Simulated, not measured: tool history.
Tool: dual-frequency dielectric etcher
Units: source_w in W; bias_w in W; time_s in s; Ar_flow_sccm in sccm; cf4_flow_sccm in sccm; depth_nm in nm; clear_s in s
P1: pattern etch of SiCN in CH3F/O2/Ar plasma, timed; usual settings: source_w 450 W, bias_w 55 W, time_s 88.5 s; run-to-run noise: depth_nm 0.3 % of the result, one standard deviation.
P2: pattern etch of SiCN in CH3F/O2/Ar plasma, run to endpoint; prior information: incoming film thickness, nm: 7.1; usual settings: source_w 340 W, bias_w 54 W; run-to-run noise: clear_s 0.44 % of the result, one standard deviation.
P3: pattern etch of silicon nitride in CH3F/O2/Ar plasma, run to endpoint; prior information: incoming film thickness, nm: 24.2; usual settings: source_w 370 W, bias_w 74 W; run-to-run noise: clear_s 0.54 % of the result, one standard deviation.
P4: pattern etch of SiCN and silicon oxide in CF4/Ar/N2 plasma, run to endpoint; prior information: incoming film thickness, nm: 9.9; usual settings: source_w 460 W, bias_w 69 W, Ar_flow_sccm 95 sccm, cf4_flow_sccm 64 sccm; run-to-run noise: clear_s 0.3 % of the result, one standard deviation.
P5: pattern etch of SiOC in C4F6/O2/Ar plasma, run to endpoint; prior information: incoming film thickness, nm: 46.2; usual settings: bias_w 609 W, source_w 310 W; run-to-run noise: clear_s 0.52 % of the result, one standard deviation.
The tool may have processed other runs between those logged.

run	hour	process	source_w	bias_w	time_s	Ar_flow_sccm	cf4_flow_sccm	hours since the last wet clean	hours since the last source power generator calibration	hours since the last bias power generator calibration	depth_nm	clear_s
1	6.1	P1	450	55	88.5			227.6	3396.5	3112.2	31.984	
2	12.2	P4	460	69		66	64	233.7	3402.6	3118.3		10.789
3	15.8	P5	200	609				237.3	3406.2	3121.9		18.653
4	20.2	P1	450	66	88.5			241.7	3410.6	3126.3	34.065	
5	23.1	P3	370	99				244.6	3413.5	3129.2		32.622
6	26.7	P4	460	69		95	64	248.2	3417.1	3132.8		11.273
7	31.5	P4	460	41		95	64	253.0	3421.9	3137.6		13.344
8	34.5	P1	450	55	88.5			256.0	3424.9	3140.6	31.984	
9	40.8	P5	310	609				262.3	3431.2	3146.9		15.954
10	44.0	P2	340	54				265.5	3434.4	3150.1		22.040
11	48.2	P2	230	54				269.7	3438.6	3154.3		25.876
12	54.5	P4	290	69		95	64	276.0	3444.9	3160.6		17.008
13	58.1	P5	310	400				279.6	3448.5	3164.2		18.804
14	63.0	P1	450	33	88.5			284.5	3453.4	3169.1	27.368	
15	68.1	P1	350	55	59.5			289.6	3458.5	3174.2	19.544	
16	74.2	P1	630	55	88.5			295.7	3464.6	3180.3	36.414	
17	80.6	P4	460	69		95	37	302.1	3471.0	3186.7		12.342
18	85.4	P3	240	74				306.9	3475.8	3191.5		42.544
19	89.4	P1	450	55	88.5			310.9	3479.8	3195.5	31.984	
20	93.7	P1	450	55	88.5			315.2	3484.1	3199.8	32.069	
21	98.0	P3	370	74				319.5	3488.4	3204.1		36.170
22	103.6	P1	450	68	58.0			325.1	3494.0	3209.7	22.644	
23	108.2	P1	360	55	88.5			329.7	3498.6	3214.3	29.350	
# hour 108.4: bias power generator calibrated
24	111.3	P2	340	33				332.8	3501.7	3.0		25.674
25	115.2	P1	450	55	64.0			336.7	3505.6	6.9	23.137	
26	121.5	P1	450	55	108.5			343.0	3511.9	13.2	39.084	
27	124.5	P4	460	69		95	64	346.0	3514.9	16.2		11.289
28	130.5	P5	310	609				352.0	3520.9	22.2		15.817
29	134.8	P1	450	55	88.5			356.3	3525.2	26.5	32.133	
30	138.2	P1	450	55	88.5			359.7	3528.6	29.9	32.185	
31	144.6	P1	450	55	88.5			366.1	3535.0	36.3	32.277	
32	151.0	P1	450	55	88.5			372.5	3541.4	42.7	32.401	
33	155.4	P1	450	55	88.5			376.9	3545.8	47.1	32.491	
34	158.8	P1	450	55	88.5			380.3	3549.2	50.5	32.419	
# hour 161.5: wet clean of the chamber
35	162.3	P1	450	55	88.5			0.9	3552.7	54.0	32.425	
36	166.8	P1	450	55	88.5			5.4	3557.2	58.5	32.470	
37	172.3	P1	450	55	88.5			10.9	3562.7	64.0	32.473	

The output of P1 has drifted from where it used to be. Each of the 2 causes below, taken at the size shown beside it, accounts for the log equally well:
A: source power that arrives over what is set, % = 3.98
B: bias power that arrives over what is set, % = 4.64
At approximately hour 134.8, the process output began to creep.
Excluded causes, each with its reason:
chamber walls in a state that raises the etch rate, %: maintenance at hour 161.5, after the shift began, did not return the process to its former output

Which of the 4 check runs listed below, each an average over 2 wafers with its results shown as question marks, gives clearly different results under the different listed causes?
check 1	177.8	P5	240	425								?
check 2	177.8	P3	260	90								?
check 3	177.8	P4	310	49		95	64					?
check 4	177.8	P2	240	39								?

Predicted outcomes, by check and by cause:
check	result	if A	if B
check 1	clear_s	19.760	19.708
check 2	clear_s	37.715	37.626
check 3	clear_s	17.324	17.675
check 4	clear_s	27.740	27.758
Minimum pairwise separation of causes per check, each pair taken at its best-separating result: check 1 0.26 %; check 2 0.24 %; check 3 2.01 %; check 4 0.06 %
Check 3 tells the causes apart: in the others they would give nearly the same result.

Check 3 has now been run. It gave: clear_s 17.329 s. Which of the candidate causes is it?

Of the candidate causes, it is A: source power that arrives over what is set, %.

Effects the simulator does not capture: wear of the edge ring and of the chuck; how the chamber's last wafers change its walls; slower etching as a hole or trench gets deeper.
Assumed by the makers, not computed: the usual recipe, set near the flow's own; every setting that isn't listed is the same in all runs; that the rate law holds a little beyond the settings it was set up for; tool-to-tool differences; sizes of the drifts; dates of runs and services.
